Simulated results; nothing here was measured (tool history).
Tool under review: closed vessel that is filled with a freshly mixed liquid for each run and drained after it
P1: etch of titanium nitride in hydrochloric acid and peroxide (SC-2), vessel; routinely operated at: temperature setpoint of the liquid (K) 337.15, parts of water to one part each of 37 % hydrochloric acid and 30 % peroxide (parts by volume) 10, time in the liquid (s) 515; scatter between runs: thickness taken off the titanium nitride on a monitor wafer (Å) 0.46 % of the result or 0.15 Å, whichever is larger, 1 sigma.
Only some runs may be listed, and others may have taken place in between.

run	day	temperature setpoint of the liquid (K)	parts of water to one part each of 37 % hydrochloric acid and 30 % peroxide (parts by volume)	time in the liquid (s)	hours since the thermometer was replaced	hours since the chemicals flow meter was replaced	hours since the drum of peroxide was connected	thickness taken off the titanium nitride on a monitor wafer (Å)
1	0.283	337.15	10	515	588.1	291.1	314.5	259.89
2	0.654	337.15	4	515	597	300	323.4	512.48
3	0.929	325.15	10	260	603.6	306.6	330	61.378
4	1.438	337.15	10	515	615.8	318.8	342.2	258.39
5	1.842	337.15	10	515	625.5	328.5	351.9	259.7
6	2.158	326.15	16.5	515	633.1	336.1	359.5	84.48
7	2.6	337.15	10	990	643.7	346.7	370.1	494.51
8	3.033	337.15	15.5	515	654.1	357.1	380.5	177.5
9	3.467	321.65	10	515	664.5	367.5	390.9	95.789
10	3.9	337.15	10	115	674.9	377.9	401.3	57.925
11	4.45	329.15	4	515	688.1	391.1	414.5	312.21
12	4.762	345.15	10	515	695.6	398.6	422	418.6
13	5.138	337.15	10	515	704.6	407.6	431	261.53
14	5.533	337.15	10	515	714.1	417.1	440.5	261.75
15	5.825	337.15	10	515	721.1	424.1	447.5	265.44
16	6.171	337.15	10	515	729.4	432.4	455.8	271.85
17	6.517	337.15	10	515	737.7	440.7	464.1	272.94
18	6.875	337.15	10	515	746.3	449.3	472.7	276.9
19	7.271	337.15	10	515	755.8	458.8	482.2	275.65
20	7.8	337.15	10	515	768.5	471.5	494.9	278.82
21	8.079	337.15	10	515	775.2	478.2	501.6	280.04
22	8.596	337.15	10	515	787.6	490.6	514	276.48
23	8.988	337.15	10	515	797	500	523.4	278.22

P1 no longer gives what it gave before; its output has crept away from where it was. The following 2 causes, each at its listed size, fit the log equally well:
A: chemicals flow above the setpoint (%) = 9.02
B: liquid hotter than its thermometer reads (K) = 1.18
The creep began at about day 5.533.
Ruled out, with reasons:
peroxide weaker than its label (%): at its largest 8, which would move thickness taken off the titanium nitride on a monitor wafer (Å) by -7.4 %, too little to match the creep or of the wrong sign

Each of the check runs listed below is run on 3 wafers and reports their average, with the results left as question marks. Pick the one under which the possible causes would lead to clearly different results.
check 1	9.379	325.65	10	785				?
check 2	9.379	345.15	10	340				?
check 3	9.379	322.65	4	515				?
check 4	9.379	343.15	10	515				?

How each check would come out, cause by cause:
check	result	if A	if B
check 1	thickness taken off the titanium nitride on a monitor wafer (Å)	204.77	205.96
check 2	thickness taken off the titanium nitride on a monitor wafer (Å)	296.82	296.03
check 3	thickness taken off the titanium nitride on a monitor wafer (Å)	217.04	221.84
check 4	thickness taken off the titanium nitride on a monitor wafer (Å)	399.73	398.98
Per check, the gap between the least separated pair of causes, taken in the result that splits them most: check 1 0.58 %; check 2 0.27 %; check 3 2.19 %; check 4 0.19 %
The causes can be told apart only by check 3. The other checks would give nearly the same results under each of them.

After running check 3, the following was obtained: thickness taken off the titanium nitride on a monitor wafer (Å) 221.95. Which cause does this point to?

It is B: liquid hotter than its thermometer reads (K).

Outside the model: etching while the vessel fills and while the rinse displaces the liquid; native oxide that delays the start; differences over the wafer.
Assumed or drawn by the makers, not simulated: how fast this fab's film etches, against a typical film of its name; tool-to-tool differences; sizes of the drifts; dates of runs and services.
